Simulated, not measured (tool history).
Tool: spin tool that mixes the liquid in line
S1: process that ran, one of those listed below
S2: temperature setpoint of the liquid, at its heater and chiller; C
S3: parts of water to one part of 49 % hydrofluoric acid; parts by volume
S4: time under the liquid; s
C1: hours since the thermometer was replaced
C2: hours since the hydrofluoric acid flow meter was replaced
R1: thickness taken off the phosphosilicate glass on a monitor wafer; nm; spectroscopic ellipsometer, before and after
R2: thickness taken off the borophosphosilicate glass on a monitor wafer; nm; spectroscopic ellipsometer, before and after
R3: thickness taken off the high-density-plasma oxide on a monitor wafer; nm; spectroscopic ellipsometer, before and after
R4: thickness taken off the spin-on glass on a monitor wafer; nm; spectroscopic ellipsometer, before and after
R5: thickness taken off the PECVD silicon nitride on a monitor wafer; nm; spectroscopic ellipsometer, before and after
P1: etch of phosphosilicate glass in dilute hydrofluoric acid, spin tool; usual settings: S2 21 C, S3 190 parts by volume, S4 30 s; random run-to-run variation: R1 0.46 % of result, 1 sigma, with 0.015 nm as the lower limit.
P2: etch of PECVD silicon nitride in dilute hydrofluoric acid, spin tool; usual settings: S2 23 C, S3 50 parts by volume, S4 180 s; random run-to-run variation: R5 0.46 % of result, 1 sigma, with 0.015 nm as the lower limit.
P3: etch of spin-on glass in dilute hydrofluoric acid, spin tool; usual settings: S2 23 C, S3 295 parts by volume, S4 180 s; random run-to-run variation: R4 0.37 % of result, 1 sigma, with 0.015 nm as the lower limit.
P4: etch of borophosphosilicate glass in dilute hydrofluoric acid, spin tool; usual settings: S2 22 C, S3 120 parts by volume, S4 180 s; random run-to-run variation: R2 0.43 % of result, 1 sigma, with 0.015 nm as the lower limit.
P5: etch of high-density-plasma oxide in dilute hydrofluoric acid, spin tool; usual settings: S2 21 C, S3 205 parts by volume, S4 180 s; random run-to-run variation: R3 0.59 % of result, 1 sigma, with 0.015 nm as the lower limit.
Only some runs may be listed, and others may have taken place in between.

run 1 hour=17.7 | S1=P1 S2=21 S3=190 S4=30 | C1=559.4 C2=1255.1 | R1=15.586
run 2 hour=30 | S1=P4 S2=22 S3=120 S4=180 | C1=571.7 C2=1267.4 | R2=38.443
run 3 hour=39.3 | S1=P1 S2=17 S3=320 S4=30 | C1=581 C2=1276.7 | R1=7.1213
run 4 hour=52.6 | S1=P1 S2=21 S3=190 S4=30 | C1=594.3 C2=1290 | R1=15.713
run 5 hour=64.1 | S1=P4 S2=22 S3=120 S4=85 | C1=605.8 C2=1301.5 | R2=18.147
run 6 hour=80.4 | S1=P5 S2=17 S3=205 S4=180 | C1=622.1 C2=1317.8 | R3=3.0468
run 7 hour=90.7 | S1=P5 S2=21 S3=340 S4=180 | C1=632.4 C2=1328.1 | R3=1.8583
run 8 hour=100.1 | S1=P5 S2=21 S3=205 S4=180 | C1=641.8 C2=1337.5 | R3=3.518
run 9 hour=118.2 | S1=P3 S2=29 S3=295 S4=180 | C1=659.9 C2=1355.6 | R4=32.701
run 10 hour=128.6 | S1=P1 S2=21 S3=190 S4=30 | C1=670.3 C2=1366 | R1=15.563
run 11 hour=142.1 | S1=P3 S2=23 S3=495 S4=180 | C1=683.8 C2=1379.5 | R4=13.26
run 12 hour=154.8 | S1=P3 S2=23 S3=295 S4=355 | C1=696.5 C2=1392.2 | R4=52.738
run 13 hour=165.3 | S1=P1 S2=21 S3=100 S4=30 | C1=707 C2=1402.7 | R1=32.773
run 14 hour=182.8 | S1=P2 S2=23 S3=50 S4=60 | C1=724.5 C2=1420.2 | R5=4.6608
run 15 hour=197.3 | S1=P1 S2=27.5 S3=190 S4=30 | C1=739 C2=1434.7 | R1=19.886
run 16 hour=210.4 | S1=P1 S2=21 S3=190 S4=30 | C1=752.1 C2=1447.8 | R1=15.768
run 17 hour=229.2 | S1=P1 S2=21 S3=190 S4=30 | C1=770.9 C2=1466.6 | R1=15.658
run 18 hour=240.1 | S1=P4 S2=22 S3=220 S4=180 | C1=781.8 C2=1477.5 | R2=18.804
run 19 hour=250.8 | S1=P1 S2=21 S3=190 S4=30 | C1=792.5 C2=1488.2 | R1=15.664
run 20 hour=261.3 | S1=P2 S2=17 S3=50 S4=180 | C1=803 C2=1498.7 | R5=9.254
run 21 hour=276.5 | S1=P5 S2=21 S3=205 S4=15 | C1=818.2 C2=1513.9 | R3=0.26995
run 22 hour=294.6 | S1=P3 S2=23 S3=295 S4=180 | C1=836.3 C2=1532 | R4=26.679
run 23 hour=304.4 | S1=P1 S2=21 S3=190 S4=30 | C1=846.1 C2=1541.8 | R1=15.615
run 24 hour=316.2 | S1=P4 S2=17 S3=120 S4=180 | C1=857.9 C2=1553.6 | R2=31.274
run 25 hour=327.3 | S1=P2 S2=23 S3=50 S4=180 | C1=869 C2=1564.7 | R5=14.093
run 26 hour=341.9 | S1=P1 S2=21 S3=190 S4=15 | C1=883.6 C2=1579.3 | R1=7.758
run 27 hour=354.8 | S1=P1 S2=21 S3=325 S4=30 | C1=896.5 C2=1592.2 | R1=8.046
run 28 hour=370.6 | S1=P1 S2=21 S3=190 S4=60 | C1=912.3 C2=1608 | R1=31.423
run 29 hour=381.6 | S1=P1 S2=21 S3=320 S4=55 | C1=923.3 C2=1619 | R1=14.993
run 30 hour=396.4 | S1=P1 S2=17 S3=190 S4=30 | C1=938.1 C2=1633.8 | R1=13.338
run 31 hour=411.9 | S1=P2 S2=23 S3=20 S4=180 | C1=953.6 C2=1649.3 | R5=34.247
run 32 hour=427.3 | S1=P1 S2=21 S3=190 S4=30 | C1=969 C2=1664.7 | R1=15.595
run 33 hour=435.7 | S1=P1 S2=21 S3=190 S4=30 | C1=977.4 C2=1673.1 | R1=15.369
run 34 hour=452.5 | S1=P1 S2=21 S3=190 S4=30 | C1=994.2 C2=1689.9 | R1=15.331
run 35 hour=465.5 | S1=P1 S2=21 S3=190 S4=30 | C1=1007.2 C2=1702.9 | R1=15.14
run 36 hour=485 | S1=P1 S2=21 S3=190 S4=30 | C1=1026.7 C2=1722.4 | R1=14.91
run 37 hour=495 | S1=P1 S2=21 S3=190 S4=30 | C1=1036.7 C2=1732.4 | R1=14.815
run 38 hour=512.1 | S1=P1 S2=21 S3=190 S4=30 | C1=1053.8 C2=1749.5 | R1=14.915
run 39 hour=527.5 | S1=P1 S2=21 S3=190 S4=30 | C1=1069.2 C2=1764.9 | R1=14.77
run 40 hour=541.7 | S1=P1 S2=21 S3=190 S4=30 | C1=1083.4 C2=1779.1 | R1=14.744
run 41 hour=558.8 | S1=P1 S2=21 S3=190 S4=30 | C1=1100.5 C2=1796.2 | R1=14.807
run 42 hour=577.8 | S1=P1 S2=21 S3=190 S4=30 | C1=1119.5 C2=1815.2 | R1=14.881

The output of P1 has drifted from where it used to be. Each of the 2 causes below, taken at the size shown beside it, accounts for the log equally well:
A: liquid colder than its thermometer reads (K) = 1.43
B: hydrofluoric acid flow below the setpoint (%) = 4.51
The creep began at about hour 427.3.

Which of the 4 check runs listed below separates the causes, so that each cause would produce a clearly different result? Each run uses one wafer, and its results are marked with question marks.
run check 1 hour=596.8 | S1=P2 S2=23 S3=50 S4=180 | R5=?
run check 2 hour=596.8 | S1=P4 S2=22 S3=120 S4=180 | R2=?
run check 3 hour=596.8 | S1=P5 S2=21 S3=205 S4=180 | R3=?
run check 4 hour=596.8 | S1=P3 S2=23 S3=295 S4=180 | R4=?

Predicted outcomes, by check and by cause:
check=check_1 result=R5 if_A=12.711 if_B=13.397
check=check_2 result=R2 if_A=36.279 if_B=36.45
check=check_3 result=R3 if_A=3.3229 if_B=3.32
check=check_4 result=R4 if_A=25.315 if_B=25.101
How far apart the two closest causes lie, in the result that separates them most: check 1 5.26 %; check 2 0.47 %; check 3 0.09 %; check 4 0.85 %
Check 1 tells the causes apart: in the others they would give nearly the same result.

Here is what check 1 returned: R5 12.665 nm. Which cause is it?

It was cause A: liquid colder than its thermometer reads (K).
